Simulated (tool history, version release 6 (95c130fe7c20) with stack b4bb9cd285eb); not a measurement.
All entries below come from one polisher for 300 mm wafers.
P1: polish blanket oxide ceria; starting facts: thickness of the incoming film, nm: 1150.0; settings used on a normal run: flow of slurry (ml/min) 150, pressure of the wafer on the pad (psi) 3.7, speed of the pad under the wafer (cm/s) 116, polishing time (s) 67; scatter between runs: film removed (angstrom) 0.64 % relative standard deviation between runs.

run,hour,flow of slurry (ml/min),pressure of the wafer on the pad (psi),speed of the pad under the wafer (cm/s),polishing time (s),film removed (angstrom)
1,8.1,150,3.7,116,67,3531.9
2,15.6,150,3.7,116,67,3514.8
3,21.5,150,1.7,116,67,1632.8
4,27.3,150,5,116,67,4767.7
5,31.6,150,3.7,168,67,5104.2
6,37.1,150,3.7,52,67,1579.6
7,43.7,150,3.7,116,67,3554.4
8,50.4,150,3.7,116,33,1739.8
# hour 53.1: head pressure recalibrated
9,56.1,150,3.7,116,99,5234.2
# hour 62.3: slurry nozzle cleaned
10,62.4,150,3.7,116,67,3545.3
11,70.7,195,3.7,116,100,5513.2
12,77.9,230,3.7,116,67,3768.3
13,86.1,110,3.7,116,67,3301.5
14,90.8,150,3.7,116,67,3537.9

Run 15 has not been measured yet. What should we expect?
15,95.1,150,3.7,116,67,?

film removed (angstrom): 3426.1
